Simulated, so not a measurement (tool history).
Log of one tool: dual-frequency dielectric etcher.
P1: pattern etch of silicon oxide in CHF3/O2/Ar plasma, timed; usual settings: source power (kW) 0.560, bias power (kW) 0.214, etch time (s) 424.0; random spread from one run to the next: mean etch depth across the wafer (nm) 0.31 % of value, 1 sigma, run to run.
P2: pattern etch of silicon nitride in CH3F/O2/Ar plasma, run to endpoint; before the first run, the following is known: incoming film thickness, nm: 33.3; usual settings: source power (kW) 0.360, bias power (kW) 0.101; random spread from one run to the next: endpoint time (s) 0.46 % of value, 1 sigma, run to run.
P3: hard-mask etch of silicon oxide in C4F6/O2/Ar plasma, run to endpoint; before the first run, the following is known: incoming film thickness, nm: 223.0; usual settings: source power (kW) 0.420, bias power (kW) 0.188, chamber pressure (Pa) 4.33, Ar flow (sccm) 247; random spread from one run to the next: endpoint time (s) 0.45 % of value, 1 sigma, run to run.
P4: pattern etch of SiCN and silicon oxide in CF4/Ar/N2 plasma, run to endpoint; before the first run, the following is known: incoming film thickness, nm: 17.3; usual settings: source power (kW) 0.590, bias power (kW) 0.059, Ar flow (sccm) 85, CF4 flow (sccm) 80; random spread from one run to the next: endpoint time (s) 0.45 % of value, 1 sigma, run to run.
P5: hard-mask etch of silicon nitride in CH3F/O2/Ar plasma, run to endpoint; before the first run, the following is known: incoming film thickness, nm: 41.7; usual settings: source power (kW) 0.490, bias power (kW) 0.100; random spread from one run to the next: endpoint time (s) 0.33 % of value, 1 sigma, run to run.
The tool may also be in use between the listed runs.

run	hour	process that ran	source power (kW)	bias power (kW)	etch time (s)	Ar flow (sccm)	CF4 flow (sccm)	chamber pressure (Pa)	hours since the last wet clean	hours since the last source power generator calibration	hours since the last bias power generator calibration	mean etch depth across the wafer (nm)	endpoint time (s)
1	11.9	P1	0.560	0.214	424.0				167.4	1963.1	1606.5	893.13	
2	22.1	P4	0.710	0.059		85	80		177.6	1973.3	1616.7		13.526
3	33.1	P3	0.420	0.188		192		4.33	188.6	1984.3	1627.7		65.588
4	47.4	P2	0.360	0.101					202.9	1998.6	1642.0		45.930
5	60.3	P1	0.560	0.297	424.0				215.8	2011.5	1654.9	1000.50	
6	71.2	P3	0.250	0.188		247		4.33	226.7	2022.4	1665.8		81.967
7	85.3	P1	0.560	0.214	424.0				240.8	2036.5	1679.9	894.90	
8	98.6	P5	0.490	0.100					254.1	2049.8	1693.2		51.987
9	111.5	P3	0.420	0.188		247		4.33	267.0	2062.7	1706.1		67.772
10	127.8	P1	0.560	0.214	424.0				283.3	2079.0	1722.4	894.84	
11	136.0	P1	0.560	0.214	264.0				291.5	2087.2	1730.6	556.71	
12	148.3	P4	0.590	0.059		105	80		303.8	2099.5	1742.9		16.523
13	164.7	P1	0.560	0.214	520.5				320.2	2115.9	1759.3	1095.00	
14	173.1	P1	0.560	0.214	424.0				328.6	2124.3	1767.7	889.91	
15	182.7	P3	0.420	0.188		247		4.33	338.2	2133.9	1777.3		67.752
16	195.9	P1	0.560	0.153	273.5				351.4	2147.1	1790.5	510.46	
17	209.0	P3	0.420	0.188		247		5.60	364.5	2160.2	1803.6		69.764
18	223.5	P2	0.250	0.101					379.0	2174.7	1818.1		52.469
19	231.0	P1	0.560	0.162	424.0				386.5	2182.2	1825.6	810.76	
20	239.8	P1	0.560	0.214	424.0				395.3	2191.0	1834.4	890.34	
21	252.8	P5	0.490	0.060					408.3	2204.0	1847.4		62.032
22	265.0	P2	0.360	0.065					420.5	2216.2	1859.6		53.612
23	275.9	P3	0.420	0.132		247		4.33	431.4	2227.1	1870.5		75.606
24	288.3	P1	0.560	0.214	424.0				443.8	2239.5	1882.9	890.51	
25	304.6	P4	0.590	0.059		85	114		460.1	2255.8	1899.2		15.279
26	313.9	P4	0.590	0.059		85	80		469.4	2265.1	1908.5		15.971

Estimate the outcome of run 27 from the log above:
27	329.6	P1	0.350	0.214	424.0				485.1	2280.8	1924.2	?	

Run 27 produced mean etch depth across the wafer (nm) 746.66.
